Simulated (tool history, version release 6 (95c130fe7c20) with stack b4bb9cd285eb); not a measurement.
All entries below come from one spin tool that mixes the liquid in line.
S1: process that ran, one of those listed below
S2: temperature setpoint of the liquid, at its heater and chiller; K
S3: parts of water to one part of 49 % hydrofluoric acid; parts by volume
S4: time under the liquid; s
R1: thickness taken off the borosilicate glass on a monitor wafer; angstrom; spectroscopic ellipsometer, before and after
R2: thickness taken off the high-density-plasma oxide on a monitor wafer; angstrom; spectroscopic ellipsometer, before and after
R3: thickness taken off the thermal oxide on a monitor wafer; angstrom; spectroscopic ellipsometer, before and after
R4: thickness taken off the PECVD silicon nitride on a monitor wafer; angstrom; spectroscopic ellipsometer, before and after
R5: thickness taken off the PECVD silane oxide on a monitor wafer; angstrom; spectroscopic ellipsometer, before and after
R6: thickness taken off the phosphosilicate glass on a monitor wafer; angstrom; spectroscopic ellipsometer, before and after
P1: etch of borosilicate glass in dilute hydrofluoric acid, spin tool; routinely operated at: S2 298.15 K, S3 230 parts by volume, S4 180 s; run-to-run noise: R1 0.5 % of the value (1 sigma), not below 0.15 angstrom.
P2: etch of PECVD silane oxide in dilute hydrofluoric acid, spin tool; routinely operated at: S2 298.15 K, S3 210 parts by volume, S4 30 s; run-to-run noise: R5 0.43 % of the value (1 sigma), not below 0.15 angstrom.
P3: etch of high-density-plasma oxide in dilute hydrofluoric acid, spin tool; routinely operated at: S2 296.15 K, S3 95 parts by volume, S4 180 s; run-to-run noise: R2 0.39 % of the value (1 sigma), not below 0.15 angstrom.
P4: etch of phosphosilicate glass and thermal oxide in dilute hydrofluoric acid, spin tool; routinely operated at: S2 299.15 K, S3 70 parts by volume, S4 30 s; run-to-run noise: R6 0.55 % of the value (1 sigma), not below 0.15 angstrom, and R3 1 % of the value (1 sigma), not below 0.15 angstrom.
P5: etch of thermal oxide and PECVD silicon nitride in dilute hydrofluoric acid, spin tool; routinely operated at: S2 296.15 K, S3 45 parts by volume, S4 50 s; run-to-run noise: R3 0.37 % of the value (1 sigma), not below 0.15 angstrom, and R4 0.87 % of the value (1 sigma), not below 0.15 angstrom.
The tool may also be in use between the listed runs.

{"run": 1, "hour": 5.7, "S1": "P1", "S2": 298.15, "S3": 230, "S4": 180, "R1": 272.33}
{"run": 2, "hour": 14.4, "S1": "P3", "S2": 296.15, "S3": 150, "S4": 180, "R2": 55.872}
{"run": 3, "hour": 24.3, "S1": "P5", "S2": 290.15, "S3": 45, "S4": 50, "R3": 43.054, "R4": 15.854}
{"run": 4, "hour": 32.2, "S1": "P1", "S2": 293.15, "S3": 75, "S4": 180, "R1": 812.82}
{"run": 5, "hour": 39.5, "S1": "P1", "S2": 303.15, "S3": 230, "S4": 180, "R1": 323.06}
{"run": 6, "hour": 45.4, "S1": "P3", "S2": 296.15, "S3": 95, "S4": 45, "R2": 23.589}
{"run": 7, "hour": 55.4, "S1": "P2", "S2": 298.15, "S3": 80, "S4": 30, "R5": 196.11}
{"run": 8, "hour": 60.8, "S1": "P1", "S2": 298.15, "S3": 230, "S4": 180, "R1": 271.91}
{"run": 9, "hour": 67.5, "S1": "P4", "S2": 299.15, "S3": 70, "S4": 30, "R3": 22.658, "R6": 536.26}
{"run": 10, "hour": 78.3, "S1": "P1", "S2": 298.15, "S3": 230, "S4": 35, "R1": 52.713}
{"run": 11, "hour": 88.1, "S1": "P3", "S2": 296.15, "S3": 95, "S4": 180, "R2": 94.171}
{"run": 12, "hour": 93.4, "S1": "P1", "S2": 298.15, "S3": 315, "S4": 180, "R1": 182.28}
{"run": 13, "hour": 100.0, "S1": "P1", "S2": 298.15, "S3": 230, "S4": 180, "R1": 272.82}
{"run": 14, "hour": 105.8, "S1": "P5", "S2": 296.15, "S3": 20, "S4": 50, "R3": 129.58, "R4": 51.542}
{"run": 15, "hour": 110.9, "S1": "P3", "S2": 296.15, "S3": 95, "S4": 180, "R2": 94.166}
{"run": 16, "hour": 121.5, "S1": "P1", "S2": 290.15, "S3": 230, "S4": 180, "R1": 201.8}
{"run": 17, "hour": 131.2, "S1": "P4", "S2": 293.15, "S3": 70, "S4": 30, "R3": 17.643, "R6": 421.3}
{"run": 18, "hour": 136.7, "S1": "P4", "S2": 299.15, "S3": 120, "S4": 30, "R3": 12.646, "R6": 296.2}
{"run": 19, "hour": 143.4, "S1": "P5", "S2": 296.15, "S3": 45, "S4": 50, "R3": 56.373, "R4": 23.513}
{"run": 20, "hour": 150.0, "S1": "P2", "S2": 298.15, "S3": 210, "S4": 15, "R5": 31.866}
{"run": 21, "hour": 156.7, "S1": "P2", "S2": 306.15, "S3": 210, "S4": 30, "R5": 83.93}
{"run": 22, "hour": 167.2, "S1": "P4", "S2": 299.15, "S3": 70, "S4": 15, "R3": 11.41, "R6": 266.75}
{"run": 23, "hour": 172.3, "S1": "P5", "S2": 296.15, "S3": 45, "S4": 90, "R3": 100.41, "R4": 42.298}
{"run": 24, "hour": 182.3, "S1": "P1", "S2": 298.15, "S3": 230, "S4": 180, "R1": 271.48}
{"run": 25, "hour": 188.5, "S1": "P5", "S2": 296.15, "S3": 45, "S4": 50, "R3": 55.864, "R4": 23.583}
{"run": 26, "hour": 194.2, "S1": "P1", "S2": 298.15, "S3": 230, "S4": 260, "R1": 388.68}
{"run": 27, "hour": 204.6, "S1": "P1", "S2": 298.15, "S3": 230, "S4": 180, "R1": 271.71}
{"run": 28, "hour": 210.7, "S1": "P1", "S2": 298.15, "S3": 230, "S4": 180, "R1": 270.04}
{"run": 29, "hour": 221.0, "S1": "P1", "S2": 298.15, "S3": 120, "S4": 180, "R1": 589.25}
{"run": 30, "hour": 227.2, "S1": "P3", "S2": 302.15, "S3": 95, "S4": 180, "R2": 119.29}
{"run": 31, "hour": 234.6, "S1": "P4", "S2": 299.15, "S3": 70, "S4": 30, "R3": 22.888, "R6": 537.67}
{"run": 32, "hour": 239.7, "S1": "P2", "S2": 298.15, "S3": 210, "S4": 30, "R5": 63.297}
{"run": 33, "hour": 245.0, "S1": "P1", "S2": 298.15, "S3": 230, "S4": 180, "R1": 269.41}
{"run": 34, "hour": 255.8, "S1": "P1", "S2": 298.15, "S3": 230, "S4": 180, "R1": 262.96}
{"run": 35, "hour": 262.3, "S1": "P1", "S2": 298.15, "S3": 230, "S4": 180, "R1": 258.91}
{"run": 36, "hour": 268.7, "S1": "P1", "S2": 298.15, "S3": 230, "S4": 180, "R1": 259.93}
{"run": 37, "hour": 278.8, "S1": "P1", "S2": 298.15, "S3": 230, "S4": 180, "R1": 254.88}
{"run": 38, "hour": 285.1, "S1": "P1", "S2": 298.15, "S3": 230, "S4": 180, "R1": 254.35}
{"run": 39, "hour": 295.5, "S1": "P1", "S2": 298.15, "S3": 230, "S4": 180, "R1": 256.79}
{"run": 40, "hour": 302.3, "S1": "P1", "S2": 298.15, "S3": 230, "S4": 180, "R1": 251.75}

The log shows P1 creeping away from where it was. Any of the 2 causes listed here, at the size stated for it, fits the log just as well as the others:
A: hydrofluoric acid flow below the setpoint (%) = 5.01
B: liquid colder than its thermometer reads (K) = 1.78
The gradual shift began around hour 245.0.

The check runs listed below each take one wafer, and their results are still question marks. Under which run would the listed causes lead to clearly different results?
{"run": "check 1", "hour": 309.1, "S1": "P5", "S2": 293.15, "S3": 20, "S4": 50, "R3": "?", "R4": "?"}
{"run": "check 2", "hour": 309.1, "S1": "P3", "S2": 296.15, "S3": 95, "S4": 55, "R2": "?"}
{"run": "check 3", "hour": 309.1, "S1": "P4", "S2": 299.15, "S3": 100, "S4": 30, "R3": "?", "R6": "?"}
{"run": "check 4", "hour": 309.1, "S1": "P2", "S2": 298.15, "S3": 120, "S4": 15, "R5": "?"}

What each check would give under each cause:
check=check_1 result=R3 if_A=108.360 if_B=105.640
check=check_1 result=R4 if_A=39.999 if_B=37.011
check=check_2 result=R2 if_A=27.237 if_B=26.843
check=check_3 result=R3 if_A=14.302 if_B=14.135
check=check_3 result=R6 if_A=341.39 if_B=337.43
check=check_4 result=R5 if_A=58.005 if_B=57.409
Per check, the gap between the least separated pair of causes, taken in the result that splits them most: check 1 7.76 %; check 2 1.46 %; check 3 1.17 %; check 4 1.03 %
The other checks would show nearly matching results whichever cause is true, so check 1 is the only one that separates the causes.

Check 1 has now been run. It gave: R3 105.600 angstrom; R4 37.201 angstrom. Which of the candidate causes is it?

The cause is B: liquid colder than its thermometer reads (K).

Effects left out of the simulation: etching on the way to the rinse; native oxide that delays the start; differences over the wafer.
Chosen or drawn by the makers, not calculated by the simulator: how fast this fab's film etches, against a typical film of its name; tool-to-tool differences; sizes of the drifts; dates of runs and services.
